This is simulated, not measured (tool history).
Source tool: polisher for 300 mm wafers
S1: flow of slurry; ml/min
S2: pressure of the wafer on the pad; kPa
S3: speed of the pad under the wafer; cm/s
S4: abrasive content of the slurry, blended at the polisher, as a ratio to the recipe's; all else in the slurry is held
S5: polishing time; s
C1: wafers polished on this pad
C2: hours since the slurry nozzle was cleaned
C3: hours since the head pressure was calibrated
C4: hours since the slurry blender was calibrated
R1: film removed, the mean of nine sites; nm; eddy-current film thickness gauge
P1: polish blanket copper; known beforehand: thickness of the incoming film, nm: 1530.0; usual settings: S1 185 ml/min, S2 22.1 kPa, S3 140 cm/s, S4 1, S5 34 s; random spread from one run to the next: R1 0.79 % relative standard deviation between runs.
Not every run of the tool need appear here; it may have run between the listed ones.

run     day   S1    S2   S3    S4  S5    C1     C2     C3     C4      R1
  1   0.542  185  22.1  140     1  34   829  314.8  193.9  249.2  165.65
  2   0.925  185  22.1  140     1  34   909    324  203.1  258.4   165.5
  3   1.554  185  32.4  140     1  34  1041  339.1  218.2  273.5  242.64
  4   2.208  185  22.1  140     1  34  1177  354.8  233.9  289.2  164.56
  5   2.808  185  22.1   94     1  34  1303  369.2  248.3  303.6  111.25
  6     3.3  235  22.1  140     1  34  1406    381  260.1  315.4  170.56
  7   3.879  280  32.4  140     1  34  1527  394.9    274  329.3  254.34
  8   4.471  185  22.1  140     1  34  1651  409.1  288.2  343.5  167.27
  9   4.938  185  22.1  140   1.4  34  1748  420.3  299.4  354.7  177.22
 10   5.379  260  16.5  140     1  34  1841  430.9    310  365.3  129.64
 11   5.958  185  22.1  218     1  34  1962  444.8  323.9  379.2  261.04
 12     6.5  185  22.1  140     1  16  2075  457.8  336.9  392.2  77.559
 13   7.175  185  15.2  140     1  34  2216    474  353.1  408.4  113.37
 14   7.571  185  22.1  140  0.55  34  2299  483.5  362.6  417.9  145.93
 15   8.279  250  22.1  100     1  34  2447  500.5  379.6  434.9  124.05
 16   8.854  185  22.1  140     1  51  2568  514.3  393.4  448.7  249.27
 17   9.338  185  22.1  140     1  34  2669  525.9    405  460.3  164.42
 18   9.962  110  22.1  140     1  34  2799  540.9    420  475.3  151.43
 19    10.5  185  22.1  140     1  34  2912  553.8  432.9  488.2  165.86
 20  10.883  185  22.1  140     1  34  2992    563  442.1  497.4  160.15
 21  11.583  185  22.1  140     1  34  3138  579.8  458.9  514.2  157.84
 22  12.062  185  22.1  140     1  34  3239  591.3  470.4  525.7  159.39
     12.492  -- slurry blender recalibrated
     12.521  -- head pressure recalibrated
 23  12.583  185  22.1  140     1  34  3348  603.8    1.5    2.2  154.89
 24  13.112  185  22.1  140     1  34  3458  616.5   14.2   14.9  154.82
 25    13.8  185  22.1  140     1  34  3602    633   30.7   31.4  155.64

P1 no longer gives what it gave before; its output has crept away from where it was. The following 2 causes, each at its listed size, fit the log equally well:
A: removal rate lost through wear of the pad, % = 6.6
B: slurry flow missing at the pad, % = 32.7
Creep in the process output first set in at about day 10.5.
Excluded causes, each with its reason:
head's pressure below its setpoint, %: work on it at day 12.521, done after the drift set in, did not restore what the process gave before
abrasive missing from the slurry, %: work on it at day 12.492, done after the drift set in, did not restore what the process gave before

Consider the 4 check runs below, whose results appear as question marks and each of which averages 2 wafers. Which one distinguishes the causes, in that each cause would give it a clearly different result?
check 1  14.488  185  22.1  140  0.65  17                   ?
check 2  14.488  110  22.1  140     1  34                   ?
check 3  14.488  185  22.1   94     1  34                   ?
check 4  14.488  225  22.1  140     1  34                   ?

What every check run would give for each of its results, assuming each possible cause in turn:
  check  result    if A    if B
check 1      R1  70.711  70.718
check 2      R1  140.69  135.12
check 3      R1  103.89   103.9
check 4      R1  158.72  160.54
Gap, in per cent, between the two causes that each check separates least, read from the result that separates them most: check 1 0.01 %; check 2 4.04 %; check 3 0.01 %; check 4 1.14 %
The causes can be told apart only by check 2. The other checks would give nearly the same results under each of them.

Running check 2 produced the following: R1 140.05 nm. Which one of the listed causes fits?

It is A: removal rate lost through wear of the pad, %.

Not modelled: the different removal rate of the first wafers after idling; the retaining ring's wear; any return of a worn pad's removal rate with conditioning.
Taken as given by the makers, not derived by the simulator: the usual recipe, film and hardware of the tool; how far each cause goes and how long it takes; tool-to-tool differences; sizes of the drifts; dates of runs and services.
